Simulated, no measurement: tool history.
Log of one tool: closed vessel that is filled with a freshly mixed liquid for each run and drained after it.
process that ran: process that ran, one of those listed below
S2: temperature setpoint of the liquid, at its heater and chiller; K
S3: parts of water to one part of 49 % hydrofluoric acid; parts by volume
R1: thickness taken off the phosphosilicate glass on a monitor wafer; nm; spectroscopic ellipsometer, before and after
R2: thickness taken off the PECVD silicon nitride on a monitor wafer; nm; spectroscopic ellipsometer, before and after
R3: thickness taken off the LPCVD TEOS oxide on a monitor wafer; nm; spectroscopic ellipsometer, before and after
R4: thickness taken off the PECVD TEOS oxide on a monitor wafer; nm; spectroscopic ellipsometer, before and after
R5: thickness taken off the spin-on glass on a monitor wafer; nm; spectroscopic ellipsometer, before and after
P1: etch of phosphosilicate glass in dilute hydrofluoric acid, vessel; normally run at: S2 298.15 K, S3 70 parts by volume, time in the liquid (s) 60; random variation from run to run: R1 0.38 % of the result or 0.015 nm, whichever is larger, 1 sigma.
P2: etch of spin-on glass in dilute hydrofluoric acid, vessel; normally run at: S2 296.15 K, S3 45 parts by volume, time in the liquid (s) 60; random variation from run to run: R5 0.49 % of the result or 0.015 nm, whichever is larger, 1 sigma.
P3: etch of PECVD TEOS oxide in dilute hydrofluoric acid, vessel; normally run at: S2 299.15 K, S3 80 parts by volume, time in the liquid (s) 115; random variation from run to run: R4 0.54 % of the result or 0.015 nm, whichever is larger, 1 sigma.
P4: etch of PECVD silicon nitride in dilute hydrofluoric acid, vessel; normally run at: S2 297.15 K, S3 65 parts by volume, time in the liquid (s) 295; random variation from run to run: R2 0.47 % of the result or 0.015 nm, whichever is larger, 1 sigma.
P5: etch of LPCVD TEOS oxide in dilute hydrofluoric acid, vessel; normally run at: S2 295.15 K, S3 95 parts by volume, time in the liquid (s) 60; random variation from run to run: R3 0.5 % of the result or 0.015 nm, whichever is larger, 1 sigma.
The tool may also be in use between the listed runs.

Run 1, hour 8.8: process that ran P1, S2 298.15 K, S3 70 parts by volume, time in the liquid (s) 60. Result: R1 61.604 nm.
Run 2, hour 17.5: process that ran P4, S2 297.15 K, S3 65 parts by volume, time in the liquid (s) 295. Result: R2 16.53 nm.
Run 3, hour 22.3: process that ran P1, S2 298.15 K, S3 70 parts by volume, time in the liquid (s) 60. Result: R1 60.884 nm.
Run 4, hour 30.8: process that ran P5, S2 290.15 K, S3 95 parts by volume, time in the liquid (s) 60. Result: R3 26.722 nm.
At hour 36.2: hydrofluoric acid flow meter replaced.
Run 5, hour 39.2: process that ran P3, S2 304.15 K, S3 80 parts by volume, time in the liquid (s) 115. Result: R4 31.018 nm.
Run 6, hour 47.4: process that ran P2, S2 296.15 K, S3 45 parts by volume, time in the liquid (s) 60. Result: R5 40.197 nm.
Run 7, hour 53.7: process that ran P1, S2 298.15 K, S3 20 parts by volume, time in the liquid (s) 60. Result: R1 230.25 nm.
Run 8, hour 60.8: process that ran P1, S2 298.15 K, S3 70 parts by volume, time in the liquid (s) 110. Result: R1 113.04 nm.
Run 9, hour 66.7: process that ran P3, S2 299.15 K, S3 20 parts by volume, time in the liquid (s) 115. Result: R4 111.72 nm.
Run 10, hour 76.3: process that ran P5, S2 295.15 K, S3 95 parts by volume, time in the liquid (s) 60. Result: R3 32.675 nm.
Run 11, hour 82.9: process that ran P1, S2 298.15 K, S3 70 parts by volume, time in the liquid (s) 60. Result: R1 61.322 nm.
Run 12, hour 92.5: process that ran P5, S2 295.15 K, S3 95 parts by volume, time in the liquid (s) 35. Result: R3 19.23 nm.
Run 13, hour 99.1: process that ran P1, S2 305.15 K, S3 70 parts by volume, time in the liquid (s) 60. Result: R1 80.413 nm.
Run 14, hour 105.7: process that ran P1, S2 298.15 K, S3 70 parts by volume, time in the liquid (s) 30. Result: R1 30.564 nm.
Run 15, hour 112.5: process that ran P4, S2 301.15 K, S3 65 parts by volume, time in the liquid (s) 295. Result: R2 21.278 nm.
Run 16, hour 121.3: process that ran P1, S2 301.15 K, S3 70 parts by volume, time in the liquid (s) 30. Result: R1 34.374 nm.
Run 17, hour 126.5: process that ran P5, S2 295.15 K, S3 170 parts by volume, time in the liquid (s) 60. Result: R3 16.795 nm.
Run 18, hour 131.2: process that ran P4, S2 297.15 K, S3 65 parts by volume, time in the liquid (s) 105. Result: R2 5.787 nm.
Run 19, hour 140.2: process that ran P3, S2 299.15 K, S3 80 parts by volume, time in the liquid (s) 115. Result: R4 25.619 nm.
Run 20, hour 149.1: process that ran P1, S2 298.15 K, S3 70 parts by volume, time in the liquid (s) 60. Result: R1 61.505 nm.

The next listed run, before its measurement:
Run 21, hour 156.9: process that ran P1, S2 298.15 K, S3 70 parts by volume, time in the liquid (s) 60. Result: R1 ?.

Run 21 gave R1 61.456 nm.

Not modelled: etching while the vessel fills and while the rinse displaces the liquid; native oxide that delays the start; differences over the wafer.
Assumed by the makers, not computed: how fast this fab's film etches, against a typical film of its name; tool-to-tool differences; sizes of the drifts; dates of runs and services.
